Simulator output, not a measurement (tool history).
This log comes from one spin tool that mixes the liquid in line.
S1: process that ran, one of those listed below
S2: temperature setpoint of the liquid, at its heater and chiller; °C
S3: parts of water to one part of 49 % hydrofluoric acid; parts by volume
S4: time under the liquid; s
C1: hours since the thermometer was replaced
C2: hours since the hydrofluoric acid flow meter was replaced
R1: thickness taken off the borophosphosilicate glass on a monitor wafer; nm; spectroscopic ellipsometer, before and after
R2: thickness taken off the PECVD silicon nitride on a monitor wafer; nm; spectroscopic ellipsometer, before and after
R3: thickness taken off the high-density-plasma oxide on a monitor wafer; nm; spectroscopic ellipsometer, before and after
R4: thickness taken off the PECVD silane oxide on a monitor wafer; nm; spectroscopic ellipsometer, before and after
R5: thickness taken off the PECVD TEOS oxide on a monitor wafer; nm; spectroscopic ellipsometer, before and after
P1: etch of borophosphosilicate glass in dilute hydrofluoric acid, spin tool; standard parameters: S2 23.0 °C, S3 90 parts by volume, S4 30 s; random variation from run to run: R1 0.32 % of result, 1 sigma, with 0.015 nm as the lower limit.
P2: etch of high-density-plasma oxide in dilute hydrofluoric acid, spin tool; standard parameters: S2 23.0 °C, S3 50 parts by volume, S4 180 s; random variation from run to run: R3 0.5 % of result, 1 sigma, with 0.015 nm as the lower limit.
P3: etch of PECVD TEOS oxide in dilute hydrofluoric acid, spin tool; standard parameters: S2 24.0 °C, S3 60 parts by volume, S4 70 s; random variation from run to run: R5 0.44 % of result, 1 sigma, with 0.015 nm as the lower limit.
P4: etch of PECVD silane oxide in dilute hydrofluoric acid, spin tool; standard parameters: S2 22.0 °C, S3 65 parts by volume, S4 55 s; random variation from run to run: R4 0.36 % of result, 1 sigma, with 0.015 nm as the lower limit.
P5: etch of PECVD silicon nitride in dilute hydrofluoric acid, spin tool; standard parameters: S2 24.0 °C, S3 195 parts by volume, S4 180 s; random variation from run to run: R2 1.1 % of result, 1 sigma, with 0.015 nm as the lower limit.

run   hour  S1    S2   S3   S4     C1      C2       R1        R2       R3      R4      R5
  1    5.8  P1  23.0   90   30  352.4  1286.6  15.5910
  2   14.7  P1  23.0   90   15  361.3  1295.5   7.8079
  3   20.9  P1  23.0   90   30  367.5  1301.7  15.5680
  4   30.0  P1  31.0   90   15  376.6  1310.8  10.6850
  5   35.3  P5  24.0  195  180  381.9  1316.1            2.10830
  6   41.1  P2  23.0   50  180  387.7  1321.9                     26.2370
  7   49.2  P4  22.0   65   55  395.8  1330.0                              22.493
  8   54.3  P3  24.0   60   70  400.9  1335.1                                      23.852
      57.6  -- hydrofluoric acid flow meter replaced
  9   64.6  P5  24.0  195   60  411.2     7.1            0.69625
 10   74.7  P3  30.5   60   70  421.3    17.2                                      30.671
 11   83.6  P1  23.0   90   30  430.2    26.1  15.5620
 12   91.9  P4  30.0   65   55  438.5    34.4                              30.891
 13   98.1  P4  22.0   65  105  444.7    40.6                              43.286
 14  107.2  P2  23.0   50   50  453.8    49.7                      7.2327
 15  112.5  P3  24.0   60  135  459.1    55.0                                      45.973
 16  121.6  P2  23.0   50  180  468.2    64.1                     26.1520
 17  128.2  P3  24.0   60   70  474.8    70.7                                      23.649
 18  135.1  P1  23.0  150   30  481.7    77.6   8.7400
 19  145.1  P1  30.0   90   30  491.7    87.6  20.4780
 20  151.3  P2  23.0   90  180  497.9    93.8                     14.0110
 21  158.3  P1  17.0   90   30  504.9   100.8  12.1850
 22  167.8  P2  17.0   50  180  514.4   110.3                     20.4070
 23  174.9  P5  17.0  195  180  521.5   117.4            1.31460
 24  182.5  P1  23.0   90   30  529.1   125.0  15.6270
 25  189.0  P5  24.0   30  180  535.6   131.5           13.22300
 26  195.6  P1  23.0   90   50  542.2   138.1  26.0320
 27  205.5  P4  22.0   30   55  552.1   148.0                              51.106
 28  214.2  P1  23.0   90   30  560.8   156.7  15.6590
 29  220.4  P1  29.0   90   15  567.0   162.9   9.9004
 30  228.7  P3  24.0  105   70  575.3   171.2                                      12.796
 31  235.6  P1  23.0   35   30  582.2   178.1  43.2050
 32  244.4  P1  29.5   40   30  591.0   186.9  48.5810
 33  255.8  P1  23.0   90   30  602.4   198.3  15.5960
 34  261.0  P1  23.0   90   30  607.6   203.5  16.2400
 35  272.0  P1  23.0   90   30  618.6   214.5  16.7230
 36  278.2  P1  23.0   90   30  624.8   220.7  16.9280
 37  283.9  P1  23.0   90   30  630.5   226.4  16.9590
 38  293.7  P1  23.0   90   30  640.3   236.2  17.1280
 39  301.5  P1  23.0   90   30  648.1   244.0  16.9610

Compared with where it was, what P1 gives has crept away. Each cause listed below fits the log as well as the rest, at the size given for it:
A: hydrofluoric acid flow above the setpoint (%) = 8.31
B: liquid hotter than its thermometer reads (K) = 2.22
The process output started creeping at around hour 255.8.

Below are 4 check runs, each averaged over 2 wafers, with their results shown as question marks. Which of them would give clearly different results depending on which cause is behind the drift?
check 1  309.3  P2  23.0  90  180                   ?
check 2  309.3  P5  24.0  45   80               ?
check 3  309.3  P3  24.0  95   95                           ?
check 4  309.3  P4  29.5  65   55                       ?

Predicted outcomes, by check and by cause:
  check  result     if A     if B
check 1      R3  15.2140  15.2170
check 2      R2  4.26670  4.58070
check 3      R5   21.364   21.332
check 4      R4   33.248   33.186
Per-check spread between the two closest causes, in the result where they differ most: check 1 0.02 %; check 2 7.1 %; check 3 0.15 %; check 4 0.18 %
Check 2 is the one run that separates the causes; every other check would come out nearly the same whichever cause is at work.

Running check 2 produced the following: R2 4.25200 nm. Which one of the listed causes fits?

Of the candidate causes, it is A: hydrofluoric acid flow above the setpoint (%).
